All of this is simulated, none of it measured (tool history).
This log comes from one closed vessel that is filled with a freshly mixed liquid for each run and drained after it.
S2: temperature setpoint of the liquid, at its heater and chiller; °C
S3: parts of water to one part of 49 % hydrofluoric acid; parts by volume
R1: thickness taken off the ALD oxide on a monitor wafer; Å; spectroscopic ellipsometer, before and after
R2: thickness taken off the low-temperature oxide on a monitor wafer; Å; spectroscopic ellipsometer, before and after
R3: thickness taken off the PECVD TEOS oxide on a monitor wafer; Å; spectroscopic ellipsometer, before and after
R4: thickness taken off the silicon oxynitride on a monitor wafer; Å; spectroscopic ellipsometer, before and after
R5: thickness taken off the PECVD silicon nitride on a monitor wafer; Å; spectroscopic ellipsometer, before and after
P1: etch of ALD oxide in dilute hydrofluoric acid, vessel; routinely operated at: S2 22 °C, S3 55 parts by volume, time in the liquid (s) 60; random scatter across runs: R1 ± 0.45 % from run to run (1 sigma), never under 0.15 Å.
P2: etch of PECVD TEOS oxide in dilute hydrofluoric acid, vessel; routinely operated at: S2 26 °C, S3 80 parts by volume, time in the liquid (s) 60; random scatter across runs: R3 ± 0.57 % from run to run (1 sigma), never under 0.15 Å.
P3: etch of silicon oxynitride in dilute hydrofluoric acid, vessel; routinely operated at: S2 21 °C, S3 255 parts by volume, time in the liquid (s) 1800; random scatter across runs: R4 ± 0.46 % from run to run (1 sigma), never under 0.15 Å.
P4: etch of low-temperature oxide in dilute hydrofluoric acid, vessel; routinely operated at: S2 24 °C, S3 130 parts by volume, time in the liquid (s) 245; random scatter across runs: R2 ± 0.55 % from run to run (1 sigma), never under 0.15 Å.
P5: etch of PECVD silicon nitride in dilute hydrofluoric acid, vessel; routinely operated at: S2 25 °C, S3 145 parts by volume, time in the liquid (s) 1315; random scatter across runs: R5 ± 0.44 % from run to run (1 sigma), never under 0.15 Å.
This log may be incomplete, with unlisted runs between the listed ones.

Run 1, hour 8.9: process that ran P1, S2 22 °C, S3 55 parts by volume, time in the liquid (s) 60. Result: R1 144.21 Å.
Run 2, hour 23.7: process that ran P4, S2 24 °C, S3 130 parts by volume, time in the liquid (s) 245. Result: R2 189.65 Å.
Run 3, hour 40.1: process that ran P2, S2 26 °C, S3 80 parts by volume, time in the liquid (s) 110. Result: R3 262.48 Å.
Run 4, hour 48.5: process that ran P3, S2 21 °C, S3 255 parts by volume, time in the liquid (s) 1800. Result: R4 170.96 Å.
Run 5, hour 66.4: process that ran P1, S2 22 °C, S3 55 parts by volume, time in the liquid (s) 90. Result: R1 214.84 Å.
Run 6, hour 83: process that ran P2, S2 26 °C, S3 140 parts by volume, time in the liquid (s) 60. Result: R3 75.684 Å.
Run 7, hour 98.4: process that ran P1, S2 22 °C, S3 55 parts by volume, time in the liquid (s) 60. Result: R1 144.59 Å.
Run 8, hour 111.6: process that ran P1, S2 25.5 °C, S3 55 parts by volume, time in the liquid (s) 60. Result: R1 164.88 Å.
Run 9, hour 128.4: process that ran P4, S2 24 °C, S3 130 parts by volume, time in the liquid (s) 245. Result: R2 187.64 Å.
At hour 132.3: thermometer replaced.
Run 10, hour 140: process that ran P1, S2 22 °C, S3 90 parts by volume, time in the liquid (s) 60. Result: R1 84.447 Å.
Run 11, hour 152.6: process that ran P1, S2 17 °C, S3 25 parts by volume, time in the liquid (s) 60. Result: R1 263.86 Å.
Run 12, hour 165.8: process that ran P1, S2 22 °C, S3 55 parts by volume, time in the liquid (s) 60. Result: R1 142.91 Å.
Run 13, hour 179.7: process that ran P5, S2 32.5 °C, S3 145 parts by volume, time in the liquid (s) 1315. Result: R5 731.45 Å.
Run 14, hour 190.8: process that ran P1, S2 17 °C, S3 85 parts by volume, time in the liquid (s) 60. Result: R1 72.053 Å.
Run 15, hour 200.1: process that ran P5, S2 25 °C, S3 215 parts by volume, time in the liquid (s) 1315. Result: R5 307.95 Å.
Run 16, hour 210.4: process that ran P4, S2 29 °C, S3 130 parts by volume, time in the liquid (s) 245. Result: R2 226.41 Å.
Run 17, hour 225.8: process that ran P2, S2 26 °C, S3 80 parts by volume, time in the liquid (s) 60. Result: R3 144.77 Å.
Run 18, hour 239.4: process that ran P5, S2 25 °C, S3 145 parts by volume, time in the liquid (s) 2030. Result: R5 708.17 Å.
Run 19, hour 247.6: process that ran P1, S2 22 °C, S3 55 parts by volume, time in the liquid (s) 60. Result: R1 143.86 Å.
Run 20, hour 261.2: process that ran P5, S2 25 °C, S3 145 parts by volume, time in the liquid (s) 1315. Result: R5 455.76 Å.
Run 21, hour 273.1: process that ran P1, S2 22 °C, S3 55 parts by volume, time in the liquid (s) 35. Result: R1 84.019 Å.
Run 22, hour 282.9: process that ran P2, S2 26 °C, S3 80 parts by volume, time in the liquid (s) 60. Result: R3 144.47 Å.
Run 23, hour 293.7: process that ran P1, S2 22 °C, S3 20 parts by volume, time in the liquid (s) 60. Result: R1 413.96 Å.
Run 24, hour 308.4: process that ran P2, S2 32 °C, S3 80 parts by volume, time in the liquid (s) 60. Result: R3 181.26 Å.
Run 25, hour 322.3: process that ran P3, S2 21 °C, S3 415 parts by volume, time in the liquid (s) 1800. Result: R4 93.816 Å.
Run 26, hour 339.8: process that ran P4, S2 24 °C, S3 35 parts by volume, time in the liquid (s) 245. Result: R2 784.14 Å.
Run 27, hour 348.6: process that ran P1, S2 18 °C, S3 55 parts by volume, time in the liquid (s) 60. Result: R1 121.43 Å.
Run 28, hour 364.4: process that ran P3, S2 21 °C, S3 255 parts by volume, time in the liquid (s) 3320. Result: R4 312.64 Å.
Run 29, hour 380.9: process that ran P1, S2 22 °C, S3 55 parts by volume, time in the liquid (s) 60. Result: R1 144.03 Å.
Run 30, hour 389.8: process that ran P4, S2 24 °C, S3 130 parts by volume, time in the liquid (s) 455. Result: R2 349.11 Å.
Run 31, hour 398.3: process that ran P3, S2 27 °C, S3 255 parts by volume, time in the liquid (s) 1800. Result: R4 218.56 Å.
Run 32, hour 410.4: process that ran P1, S2 22 °C, S3 55 parts by volume, time in the liquid (s) 60. Result: R1 143.87 Å.
Run 33, hour 420.3: process that ran P1, S2 22 °C, S3 55 parts by volume, time in the liquid (s) 60. Result: R1 147.46 Å.
Run 34, hour 437.3: process that ran P1, S2 22 °C, S3 55 parts by volume, time in the liquid (s) 60. Result: R1 152.02 Å.
Run 35, hour 446: process that ran P1, S2 22 °C, S3 55 parts by volume, time in the liquid (s) 60. Result: R1 153.72 Å.
Run 36, hour 458: process that ran P1, S2 22 °C, S3 55 parts by volume, time in the liquid (s) 60. Result: R1 155.03 Å.
Run 37, hour 468.6: process that ran P1, S2 22 °C, S3 55 parts by volume, time in the liquid (s) 60. Result: R1 155.57 Å.
Run 38, hour 486: process that ran P1, S2 22 °C, S3 55 parts by volume, time in the liquid (s) 60. Result: R1 156.6 Å.
Run 39, hour 495.1: process that ran P1, S2 22 °C, S3 55 parts by volume, time in the liquid (s) 60. Result: R1 156.34 Å.

The log shows P1 creeping away from where it was. Any of the 2 causes listed here, at the size stated for it, fits the log just as well as the others:
A: liquid hotter than its thermometer reads (K) = 2.01
B: hydrofluoric acid flow above the setpoint (%) = 8.07
The process output started creeping at around hour 410.4.

Each of the 4 check runs below uses one wafer; its results are left as question marks. Which run tells the causes apart?
Run check 1, hour 504.2: process that ran P4, S2 24 °C, S3 40 parts by volume, time in the liquid (s) 390. Result: R2 ?.
Run check 2, hour 504.2: process that ran P2, S2 26 °C, S3 80 parts by volume, time in the liquid (s) 100. Result: R3 ?.
Run check 3, hour 504.2: process that ran P3, S2 26 °C, S3 255 parts by volume, time in the liquid (s) 2940. Result: R4 ?.
Run check 4, hour 504.2: process that ran P5, S2 31 °C, S3 145 parts by volume, time in the liquid (s) 1315. Result: R5 ?.

Outcome of each check run for each possible cause:
  check  result    if A    if B
check 1      R2  1186.4  1185.2
check 2      R3  259.17  260.93
check 3      R4  373.04  375.98
check 4      R5  751.12  720.08
Per check, the gap between the least separated pair of causes, taken in the result that splits them most: check 1 0.11 %; check 2 0.68 %; check 3 0.79 %; check 4 4.22 %
Of the check runs offered, only check 4 discriminates between the causes; the rest would read about the same regardless of which cause applies.

Check 4 was carried out, with these results: R5 718.3 Å. Which of the listed causes is responsible?

Of the candidate causes, it is B: hydrofluoric acid flow above the setpoint (%).
